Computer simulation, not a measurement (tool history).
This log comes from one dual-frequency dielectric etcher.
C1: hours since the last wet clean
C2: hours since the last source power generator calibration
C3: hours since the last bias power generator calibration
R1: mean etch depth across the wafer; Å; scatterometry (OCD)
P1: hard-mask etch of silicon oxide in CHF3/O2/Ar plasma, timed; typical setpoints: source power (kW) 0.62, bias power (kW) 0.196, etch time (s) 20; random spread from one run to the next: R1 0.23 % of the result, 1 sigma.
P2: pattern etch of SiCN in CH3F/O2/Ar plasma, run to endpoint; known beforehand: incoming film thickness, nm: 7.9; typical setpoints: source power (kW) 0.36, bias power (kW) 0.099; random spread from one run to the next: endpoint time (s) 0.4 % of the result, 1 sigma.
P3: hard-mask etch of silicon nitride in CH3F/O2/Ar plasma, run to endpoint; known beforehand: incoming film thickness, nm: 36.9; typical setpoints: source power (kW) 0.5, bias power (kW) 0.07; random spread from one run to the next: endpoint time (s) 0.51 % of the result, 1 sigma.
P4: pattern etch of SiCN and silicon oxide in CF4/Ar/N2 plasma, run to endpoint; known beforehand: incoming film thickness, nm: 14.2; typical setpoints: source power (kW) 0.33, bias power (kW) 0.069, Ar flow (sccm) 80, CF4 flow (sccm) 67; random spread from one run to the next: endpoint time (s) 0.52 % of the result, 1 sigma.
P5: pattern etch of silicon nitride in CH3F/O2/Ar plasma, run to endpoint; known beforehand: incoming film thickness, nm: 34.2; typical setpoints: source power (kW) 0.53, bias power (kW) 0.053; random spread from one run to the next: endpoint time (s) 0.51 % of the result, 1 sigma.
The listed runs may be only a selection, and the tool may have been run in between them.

Run 1, hour 8.8: process that ran P1, source power (kW) 0.62, bias power (kW) 0.196, etch time (s) 20; C1 124.3; C2 3256.9; C3 1364.1. Result: R1 414.21 Å.
Run 2, hour 15.9: process that ran P2, source power (kW) 0.36, bias power (kW) 0.099; C1 131.4; C2 3264; C3 1371.2. Result: endpoint time (s) 19.374.
Run 3, hour 20.9: process that ran P5, source power (kW) 0.53, bias power (kW) 0.053; C1 136.4; C2 3269; C3 1376.2. Result: endpoint time (s) 48.372.
Run 4, hour 29.3: process that ran P2, source power (kW) 0.24, bias power (kW) 0.099; C1 144.8; C2 3277.4; C3 1384.6. Result: endpoint time (s) 22.383.
Run 5, hour 34.1: process that ran P5, source power (kW) 0.71, bias power (kW) 0.053; C1 149.6; C2 3282.2; C3 1389.4. Result: endpoint time (s) 43.058.
Run 6, hour 40: process that ran P1, source power (kW) 0.62, bias power (kW) 0.248, etch time (s) 20; C1 155.5; C2 3288.1; C3 1395.3. Result: R1 450.15 Å.
Run 7, hour 48.5: process that ran P4, source power (kW) 0.33, bias power (kW) 0.069, Ar flow (sccm) 80, CF4 flow (sccm) 67; C1 164; C2 3296.6; C3 1403.8. Result: endpoint time (s) 21.261.
Run 8, hour 53.1: process that ran P3, source power (kW) 0.5, bias power (kW) 0.047; C1 168.6; C2 3301.2; C3 1408.4. Result: endpoint time (s) 57.161.
Run 9, hour 61.5: process that ran P1, source power (kW) 0.62, bias power (kW) 0.142, etch time (s) 20; C1 177; C2 3309.6; C3 1416.8. Result: R1 372.07 Å.
Run 10, hour 69.4: process that ran P1, source power (kW) 0.46, bias power (kW) 0.196, etch time (s) 20; C1 184.9; C2 3317.5; C3 1424.7. Result: R1 369.29 Å.
Run 11, hour 76.7: process that ran P2, source power (kW) 0.36, bias power (kW) 0.099; C1 192.2; C2 3324.8; C3 1432. Result: endpoint time (s) 19.092.
Run 12, hour 82.5: process that ran P3, source power (kW) 0.61, bias power (kW) 0.07; C1 198; C2 3330.6; C3 1437.8. Result: endpoint time (s) 46.749.
Run 13, hour 90.9: process that ran P1, source power (kW) 0.62, bias power (kW) 0.196, etch time (s) 20; C1 206.4; C2 3339; C3 1446.2. Result: R1 414.59 Å.
Run 14, hour 101.4: process that ran P1, source power (kW) 0.62, bias power (kW) 0.229, etch time (s) 11; C1 216.9; C2 3349.5; C3 1456.7. Result: R1 239.97 Å.
Run 15, hour 110.5: process that ran P1, source power (kW) 0.62, bias power (kW) 0.125, etch time (s) 26; C1 226; C2 3358.6; C3 1465.8. Result: R1 466.95 Å.
Run 16, hour 115.1: process that ran P4, source power (kW) 0.33, bias power (kW) 0.069, Ar flow (sccm) 50, CF4 flow (sccm) 67; C1 230.6; C2 3363.2; C3 1470.4. Result: endpoint time (s) 20.162.
Run 17, hour 122: process that ran P3, source power (kW) 0.5, bias power (kW) 0.07; C1 237.5; C2 3370.1; C3 1477.3. Result: endpoint time (s) 50.346.
Run 18, hour 130.7: process that ran P4, source power (kW) 0.33, bias power (kW) 0.082, Ar flow (sccm) 80, CF4 flow (sccm) 67; C1 246.2; C2 3378.8; C3 1486. Result: endpoint time (s) 20.101.
Run 19, hour 140.2: process that ran P4, source power (kW) 0.33, bias power (kW) 0.069, Ar flow (sccm) 80, CF4 flow (sccm) 94; C1 255.7; C2 3388.3; C3 1495.5. Result: endpoint time (s) 20.448.
Run 20, hour 149.5: process that ran P1, source power (kW) 0.62, bias power (kW) 0.196, etch time (s) 20; C1 265; C2 3397.6; C3 1504.8. Result: R1 413.76 Å.
Run 21, hour 159.3: process that ran P2, source power (kW) 0.36, bias power (kW) 0.12; C1 274.8; C2 3407.4; C3 1514.6. Result: endpoint time (s) 17.795.
Run 22, hour 164.5: process that ran P5, source power (kW) 0.53, bias power (kW) 0.042; C1 280; C2 3412.6; C3 1519.8. Result: endpoint time (s) 51.77.
Run 23, hour 173.7: process that ran P1, source power (kW) 0.62, bias power (kW) 0.196, etch time (s) 27.5; C1 289.2; C2 3421.8; C3 1529. Result: R1 571.92 Å.
Run 24, hour 181.2: process that ran P5, source power (kW) 0.53, bias power (kW) 0.053; C1 296.7; C2 3429.3; C3 1536.5. Result: endpoint time (s) 48.353.
Run 25, hour 186.7: process that ran P4, source power (kW) 0.25, bias power (kW) 0.069, Ar flow (sccm) 80, CF4 flow (sccm) 67; C1 302.2; C2 3434.8; C3 1542. Result: endpoint time (s) 27.325.
Run 26, hour 193.1: process that ran P1, source power (kW) 0.62, bias power (kW) 0.196, etch time (s) 20; C1 308.6; C2 3441.2; C3 1548.4. Result: R1 413.87 Å.
Run 27, hour 199: process that ran P1, source power (kW) 0.62, bias power (kW) 0.196, etch time (s) 20; C1 314.5; C2 3447.1; C3 1554.3. Result: R1 414.23 Å.
Run 28, hour 204.3: process that ran P1, source power (kW) 0.62, bias power (kW) 0.196, etch time (s) 11; C1 319.8; C2 3452.4; C3 1559.6. Result: R1 227.53 Å.
Run 29, hour 211.8: process that ran P4, source power (kW) 0.33, bias power (kW) 0.069, Ar flow (sccm) 80, CF4 flow (sccm) 67; C1 327.3; C2 3459.9; C3 1567.1. Result: endpoint time (s) 21.42.
Run 30, hour 222.1: process that ran P1, source power (kW) 0.83, bias power (kW) 0.196, etch time (s) 20; C1 337.6; C2 3470.2; C3 1577.4. Result: R1 464.6 Å.
Run 31, hour 227.6: process that ran P1, source power (kW) 0.62, bias power (kW) 0.196, etch time (s) 20; C1 343.1; C2 3475.7; C3 1582.9. Result: R1 415.95 Å.
Run 32, hour 236.1: process that ran P1, source power (kW) 0.62, bias power (kW) 0.196, etch time (s) 20; C1 351.6; C2 3484.2; C3 1591.4. Result: R1 411.18 Å.
Run 33, hour 244.7: process that ran P1, source power (kW) 0.62, bias power (kW) 0.196, etch time (s) 20; C1 360.2; C2 3492.8; C3 1600. Result: R1 408.78 Å.
Run 34, hour 254.5: process that ran P1, source power (kW) 0.62, bias power (kW) 0.196, etch time (s) 20; C1 370; C2 3502.6; C3 1609.8. Result: R1 409.07 Å.
At hour 261.2: wet clean of the chamber.
Run 35, hour 264.6: process that ran P1, source power (kW) 0.62, bias power (kW) 0.196, etch time (s) 20; C1 3.5; C2 3512.7; C3 1619.9. Result: R1 408.65 Å.
Run 36, hour 271.8: process that ran P1, source power (kW) 0.62, bias power (kW) 0.196, etch time (s) 20; C1 10.7; C2 3519.9; C3 1627.1. Result: R1 407.98 Å.
Run 37, hour 278.3: process that ran P1, source power (kW) 0.62, bias power (kW) 0.196, etch time (s) 20; C1 17.2; C2 3526.4; C3 1633.6. Result: R1 408.53 Å.
Run 38, hour 284.4: process that ran P1, source power (kW) 0.62, bias power (kW) 0.196, etch time (s) 20; C1 23.3; C2 3532.5; C3 1639.7. Result: R1 407.95 Å.
Run 39, hour 294: process that ran P1, source power (kW) 0.62, bias power (kW) 0.196, etch time (s) 20; C1 32.9; C2 3542.1; C3 1649.3. Result: R1 407.22 Å.
Run 40, hour 299: process that ran P1, source power (kW) 0.62, bias power (kW) 0.196, etch time (s) 20; C1 37.9; C2 3547.1; C3 1654.3. Result: R1 406.46 Å.
Run 41, hour 306.5: process that ran P1, source power (kW) 0.62, bias power (kW) 0.196, etch time (s) 20; C1 45.4; C2 3554.6; C3 1661.8. Result: R1 406.54 Å.
Run 42, hour 313.1: process that ran P1, source power (kW) 0.62, bias power (kW) 0.196, etch time (s) 20; C1 52; C2 3561.2; C3 1668.4. Result: R1 409.21 Å.

What P1 gives has crept away from where it was. These 2 causes fit the log equally well, each at the size given:
A: bias power that arrives under what is set, % = 4.89
B: source power that arrives under what is set, % = 4.37
The drift started at roughly hour 227.6.
Why every other cause is out:
chamber walls in a state that lowers the etch rate, %: serviced at hour 261.2, after the change had begun; the process did not return to its earlier output

Below are 4 check runs, each averaged over 3 wafers, with their results shown as question marks. Which of them would give clearly different results depending on which cause is behind the drift?
Run check 1, hour 319.7: process that ran P4, source power (kW) 0.33, bias power (kW) 0.069, Ar flow (sccm) 80, CF4 flow (sccm) 67. Result: endpoint time (s) ?.
Run check 2, hour 319.7: process that ran P2, source power (kW) 0.36, bias power (kW) 0.099. Result: endpoint time (s) ?.
Run check 3, hour 319.7: process that ran P3, source power (kW) 0.5, bias power (kW) 0.07. Result: endpoint time (s) ?.
Run check 4, hour 319.7: process that ran P5, source power (kW) 0.53, bias power (kW) 0.053. Result: endpoint time (s) ?.

How each check would come out, cause by cause:
  check             result    if A    if B
check 1  endpoint time (s)  21.665  22.166
check 2  endpoint time (s)  19.555  19.507
check 3  endpoint time (s)  51.331  51.351
check 4  endpoint time (s)  48.982  49.082
Per check, the gap between the least separated pair of causes, taken in the result that splits them most: check 1 2.29 %; check 2 0.25 %; check 3 0.04 %; check 4 0.2 %
Of the check runs offered, only check 1 discriminates between the causes; the rest would read about the same regardless of which cause applies.

Then check 1 was run and gave: endpoint time (s) 21.562. Which cause is it?

The cause is A: bias power that arrives under what is set, %.
